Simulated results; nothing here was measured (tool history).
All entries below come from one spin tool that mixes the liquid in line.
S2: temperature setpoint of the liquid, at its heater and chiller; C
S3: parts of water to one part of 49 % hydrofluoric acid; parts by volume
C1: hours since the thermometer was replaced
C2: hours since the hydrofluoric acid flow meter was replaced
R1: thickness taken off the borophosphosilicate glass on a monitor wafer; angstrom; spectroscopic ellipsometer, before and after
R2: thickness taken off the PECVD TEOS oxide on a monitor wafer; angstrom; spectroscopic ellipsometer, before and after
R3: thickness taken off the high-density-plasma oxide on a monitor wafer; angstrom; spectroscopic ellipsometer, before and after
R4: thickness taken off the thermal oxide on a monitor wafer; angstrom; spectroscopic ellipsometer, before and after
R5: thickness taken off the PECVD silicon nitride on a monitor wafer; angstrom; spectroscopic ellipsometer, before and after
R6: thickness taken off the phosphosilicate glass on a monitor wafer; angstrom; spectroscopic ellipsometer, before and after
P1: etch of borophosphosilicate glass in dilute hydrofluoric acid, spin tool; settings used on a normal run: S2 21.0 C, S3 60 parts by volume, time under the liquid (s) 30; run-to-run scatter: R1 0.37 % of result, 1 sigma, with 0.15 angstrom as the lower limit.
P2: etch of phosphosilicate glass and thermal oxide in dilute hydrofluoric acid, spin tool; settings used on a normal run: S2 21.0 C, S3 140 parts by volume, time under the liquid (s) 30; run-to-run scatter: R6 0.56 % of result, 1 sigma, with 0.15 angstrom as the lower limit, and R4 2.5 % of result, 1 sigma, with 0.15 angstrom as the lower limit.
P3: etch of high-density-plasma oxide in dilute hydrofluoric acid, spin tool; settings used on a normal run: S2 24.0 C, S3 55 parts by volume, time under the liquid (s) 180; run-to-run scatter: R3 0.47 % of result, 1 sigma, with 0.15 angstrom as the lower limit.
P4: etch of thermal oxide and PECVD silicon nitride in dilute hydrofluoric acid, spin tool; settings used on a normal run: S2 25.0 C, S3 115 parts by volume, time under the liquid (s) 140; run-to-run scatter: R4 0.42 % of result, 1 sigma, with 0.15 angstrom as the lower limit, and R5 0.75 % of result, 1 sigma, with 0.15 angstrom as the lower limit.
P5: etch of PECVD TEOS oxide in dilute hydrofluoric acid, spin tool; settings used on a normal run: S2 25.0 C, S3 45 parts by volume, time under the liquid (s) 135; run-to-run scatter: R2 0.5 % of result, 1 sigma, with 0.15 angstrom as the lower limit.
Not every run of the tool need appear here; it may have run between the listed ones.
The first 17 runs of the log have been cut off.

run 18 hour=159.8 | process_that_ran=P1 S2=21.0 S3=20 time_under_the_liquid_(s)=15 | C1=1983.0 C2=1934.6 | R1=637.47
run 19 hour=168.6 | process_that_ran=P4 S2=25.0 S3=115 time_under_the_liquid_(s)=255 | C1=1991.8 C2=1943.4 | R4=106.2800 R5=66.264
run 20 hour=179.8 | process_that_ran=P2 S2=21.0 S3=140 time_under_the_liquid_(s)=45 | C1=2003.0 C2=1954.6 | R4=12.2100 R6=521.60
run 21 hour=189.9 | process_that_ran=P5 S2=25.0 S3=45 time_under_the_liquid_(s)=135 | C1=2013.1 C2=1964.7 | R2=408.20
run 22 hour=200.8 | process_that_ran=P1 S2=21.0 S3=105 time_under_the_liquid_(s)=30 | C1=2024.0 C2=1975.6 | R1=220.47
run 23 hour=212.6 | process_that_ran=P1 S2=21.0 S3=60 time_under_the_liquid_(s)=65 | C1=2035.8 C2=1987.4 | R1=876.37
run 24 hour=218.9 | process_that_ran=P3 S2=17.0 S3=55 time_under_the_liquid_(s)=180 | C1=2042.1 C2=1993.7 | R3=162.35
run 25 hour=228.6 | process_that_ran=P1 S2=26.0 S3=60 time_under_the_liquid_(s)=30 | C1=2051.8 C2=2003.4 | R1=499.75

Expected results for the next run?
run 26 hour=239.4 | process_that_ran=P1 S2=21.0 S3=60 time_under_the_liquid_(s)=30 | C1=2062.6 C2=2014.2 | R1=?

R1: 404.36 angstrom
